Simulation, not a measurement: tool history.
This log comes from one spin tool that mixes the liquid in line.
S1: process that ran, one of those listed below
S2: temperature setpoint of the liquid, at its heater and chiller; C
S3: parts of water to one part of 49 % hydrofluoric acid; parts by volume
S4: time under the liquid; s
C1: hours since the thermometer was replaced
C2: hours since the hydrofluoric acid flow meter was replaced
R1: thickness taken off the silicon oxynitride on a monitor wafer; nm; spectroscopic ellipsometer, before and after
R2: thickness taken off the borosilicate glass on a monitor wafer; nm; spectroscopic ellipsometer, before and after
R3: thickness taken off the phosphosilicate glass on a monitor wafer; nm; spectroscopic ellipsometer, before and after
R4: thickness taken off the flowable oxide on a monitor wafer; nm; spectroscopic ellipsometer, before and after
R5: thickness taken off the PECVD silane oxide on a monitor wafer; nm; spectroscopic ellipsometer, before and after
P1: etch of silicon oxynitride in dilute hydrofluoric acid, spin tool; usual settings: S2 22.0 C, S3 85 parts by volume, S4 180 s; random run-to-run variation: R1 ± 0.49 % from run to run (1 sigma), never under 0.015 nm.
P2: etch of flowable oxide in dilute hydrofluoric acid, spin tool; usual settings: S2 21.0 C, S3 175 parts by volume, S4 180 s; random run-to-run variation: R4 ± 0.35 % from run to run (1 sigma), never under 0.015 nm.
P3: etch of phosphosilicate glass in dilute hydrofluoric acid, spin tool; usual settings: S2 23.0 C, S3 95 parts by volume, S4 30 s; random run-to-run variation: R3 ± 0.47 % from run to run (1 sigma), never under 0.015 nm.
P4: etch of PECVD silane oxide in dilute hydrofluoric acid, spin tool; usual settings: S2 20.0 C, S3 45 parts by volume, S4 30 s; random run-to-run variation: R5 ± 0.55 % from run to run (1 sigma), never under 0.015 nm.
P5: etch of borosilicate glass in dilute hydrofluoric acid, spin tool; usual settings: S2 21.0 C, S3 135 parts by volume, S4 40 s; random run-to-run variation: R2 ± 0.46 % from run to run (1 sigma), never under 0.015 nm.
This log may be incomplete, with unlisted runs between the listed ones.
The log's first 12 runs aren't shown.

run,day,S1,S2,S3,S4,C1,C2,R1,R2,R3,R4,R5
13,3.900,P3,23.0,95,30,595.1,1315.5,,,23.711,,
14,4.108,P1,27.5,85,180,600.1,1320.5,8.2599,,,,
15,4.525,P3,23.0,20,30,610.1,1330.5,,,123.850,,
16,4.788,P1,22.0,85,180,616.4,1336.8,6.4449,,,,
17,5.088,P5,21.0,135,80,623.6,1344.0,,20.489,,,
18,5.512,P1,22.0,85,340,633.8,1354.2,12.0000,,,,
19,5.762,P4,20.0,20,30,639.8,1360.2,,,,,68.356
20,6.117,P4,17.0,45,30,648.3,1368.7,,,,,25.910
21,6.525,P1,22.0,85,180,658.1,1378.5,6.3994,,,,
22,6.754,P1,25.5,125,180,663.6,1384.0,4.9678,,,,
23,6.996,P4,20.0,45,55,669.4,1389.8,,,,,53.668
24,7.258,P1,22.0,85,180,675.7,1396.1,6.3779,,,,
25,7.458,P3,23.0,95,30,680.5,1400.9,,,23.613,,
26,7.775,P1,29.5,85,290,688.1,1408.5,14.6740,,,,
27,8.146,P2,21.0,320,180,697.0,1417.4,,,,16.990,
28,8.488,P1,22.0,45,180,705.2,1425.6,12.4350,,,,
29,8.675,P1,17.5,85,180,709.7,1430.1,5.1381,,,,
30,9.050,P4,20.0,45,30,718.7,1439.1,,,,,29.209
31,9.450,P2,17.0,175,180,728.3,1448.7,,,,30.456,
32,9.746,P2,21.0,175,80,735.4,1455.8,,,,15.918,
33,10.100,P1,22.0,85,180,743.9,1464.3,6.3665,,,,
34,10.421,P1,22.0,85,180,751.6,1472.0,6.0977,,,,
35,10.721,P1,22.0,85,180,758.8,1479.2,6.0501,,,,
36,10.988,P1,22.0,85,180,765.2,1485.6,5.9835,,,,

The next listed run, before its measurement:
37,11.312,P1,22.0,85,180,773.0,1493.4,?,,,,

{"run 37": {"R1": 5.9512}}
